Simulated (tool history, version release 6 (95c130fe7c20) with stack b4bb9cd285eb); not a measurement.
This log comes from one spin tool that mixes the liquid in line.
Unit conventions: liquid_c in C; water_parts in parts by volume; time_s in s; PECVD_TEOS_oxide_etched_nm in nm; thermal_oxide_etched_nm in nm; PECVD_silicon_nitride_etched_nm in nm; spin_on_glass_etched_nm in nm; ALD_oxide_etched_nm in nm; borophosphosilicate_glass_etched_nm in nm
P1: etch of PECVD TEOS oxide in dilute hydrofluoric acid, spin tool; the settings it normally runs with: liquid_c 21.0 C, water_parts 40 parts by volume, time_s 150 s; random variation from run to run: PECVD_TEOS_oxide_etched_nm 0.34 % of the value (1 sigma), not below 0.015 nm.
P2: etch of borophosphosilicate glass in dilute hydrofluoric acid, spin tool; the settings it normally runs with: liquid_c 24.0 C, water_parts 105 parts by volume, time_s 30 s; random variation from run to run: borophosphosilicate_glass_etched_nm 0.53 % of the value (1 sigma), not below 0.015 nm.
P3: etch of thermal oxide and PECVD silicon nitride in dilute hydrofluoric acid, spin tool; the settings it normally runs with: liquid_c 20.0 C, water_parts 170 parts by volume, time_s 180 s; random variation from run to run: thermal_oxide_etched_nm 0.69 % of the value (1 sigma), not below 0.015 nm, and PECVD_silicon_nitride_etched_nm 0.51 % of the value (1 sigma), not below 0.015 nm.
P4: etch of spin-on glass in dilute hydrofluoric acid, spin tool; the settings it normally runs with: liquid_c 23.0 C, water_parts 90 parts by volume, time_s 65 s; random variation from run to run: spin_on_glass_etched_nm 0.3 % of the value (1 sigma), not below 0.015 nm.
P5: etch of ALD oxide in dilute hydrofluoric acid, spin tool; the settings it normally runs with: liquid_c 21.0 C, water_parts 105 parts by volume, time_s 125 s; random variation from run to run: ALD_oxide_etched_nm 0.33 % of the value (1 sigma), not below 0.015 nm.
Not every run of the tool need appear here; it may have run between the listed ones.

run   hour  process  liquid_c  water_parts  time_s  PECVD_TEOS_oxide_etched_nm  thermal_oxide_etched_nm  PECVD_silicon_nitride_etched_nm  spin_on_glass_etched_nm  ALD_oxide_etched_nm  borophosphosilicate_glass_etched_nm
  1    8.2       P1      21.0           40     150                      30.282
  2   15.4       P1      21.0           40     285                      57.319
  3   20.2       P3      20.0           85     180                                              8.61670                           8.9324
  4   27.5       P4      23.0           25      65                                                                                                         92.548
  5   34.2       P4      23.0           90      65                                                                                                         23.630
  6   41.8       P5      17.0          105     125                                                                                                                              21.913
  7   48.3       P1      21.0           20      25                      10.283
  8   55.0       P2      24.0           25      30                                                                                                                                                                  85.0700
  9   64.9       P1      28.0           40     150                      40.465
 10   71.0       P2      17.5          105      30                                                                                                                                                                  14.0700
 11   76.1       P1      21.0           40     150                      30.343
 12   82.5       P4      17.0           90      65                                                                                                         18.488
 13   92.7       P1      17.0           40     150                      25.210
 14   98.6       P2      24.0          105      15                                                                                                                                                                   9.1924
 15  107.7       P3      24.0          170     180                                              4.62920                           5.8854
 16  113.9       P2      24.0          105      30                                                                                                                                                                  18.3030
 17  122.7       P5      21.0           60     125                                                                                                                              47.621
 18  131.6       P1      21.0           60     150                      19.651
 19  141.7       P1      17.0           20     150                      51.992
 20  148.3       P4      23.0           90      65                                                                                                         23.595
 21  156.6       P1      21.0           40      65                      13.083
 22  162.6       P3      20.0          170     180                                              3.98550                           4.5080
 23  171.5       P1      21.0           40     150                      30.281
 24  177.1       P1      21.0           20     150                      61.739
 25  181.7       P1      21.0           40     150                      30.187
 26  189.4       P3      20.0          170      45                                              0.98686                           1.1336
 27  196.6       P2      24.0          105      30                                                                                                                                                                  18.2690
 28  202.0       P5      21.0          105     225                                                                                                                              46.517
 29  207.3       P5      21.0          105     125                                                                                                                              25.821
 30  211.9       P4      23.0           90     105                                                                                                         38.155
 31  222.0       P5      21.0          105     125                                                                                                                              25.710
 32  231.1       P1      21.0           40     150                      30.191
 33  239.2       P1      21.0           40     150                      29.161
 34  248.9       P1      21.0           40     150                      28.286
 35  257.8       P1      21.0           40     150                      27.682
 36  264.9       P1      21.0           40     150                      27.663
 37  270.7       P1      21.0           40     150                      27.602
 38  280.1       P1      21.0           40     150                      27.339
 39  288.3       P1      21.0           40     150                      27.272
 40  296.5       P1      21.0           40     150                      27.201
 41  304.6       P1      21.0           40     150                      27.052

The output of P1 has drifted from where it used to be. Each of the 2 causes below, taken at the size shown beside it, accounts for the log equally well:
A: liquid colder than its thermometer reads (K) = 2.42
B: hydrofluoric acid flow below the setpoint (%) = 9.39
Onset of the creep was near hour 231.1.

Consider the 4 single-wafer check runs listed below, results given as question marks: which one distinguishes between the causes by giving clearly different results for each?
check 1  312.7       P5      17.0          105     170                                                                                                                                   ?
check 2  312.7       P3      24.0          170     180                                                    ?                                ?
check 3  312.7       P4      23.0           25      90                                                                                                              ?
check 4  312.7       P2      24.0           30      15                                                                                                                                                                        ?

Predicted outcomes, by check and by cause:
  check                               result     if A     if B
check 1                  ALD_oxide_etched_nm   26.897   26.714
check 2              thermal_oxide_etched_nm  4.16380  4.05840
check 2      PECVD_silicon_nitride_etched_nm   5.0099   5.3140
check 3              spin_on_glass_etched_nm  115.410  115.570
check 4  borophosphosilicate_glass_etched_nm  31.6980  31.6770
Distance between the nearest two causes, measured in the result of the check that separates them most: check 1 0.68 %; check 2 5.89 %; check 3 0.14 %; check 4 0.07 %
Check 2 tells the causes apart: in the others they would give nearly the same result.

Running check 2 produced the following: thermal_oxide_etched_nm 4.23100 nm; PECVD_silicon_nitride_etched_nm 5.0398 nm. Which one of the listed causes fits?

It was cause A: liquid colder than its thermometer reads (K).

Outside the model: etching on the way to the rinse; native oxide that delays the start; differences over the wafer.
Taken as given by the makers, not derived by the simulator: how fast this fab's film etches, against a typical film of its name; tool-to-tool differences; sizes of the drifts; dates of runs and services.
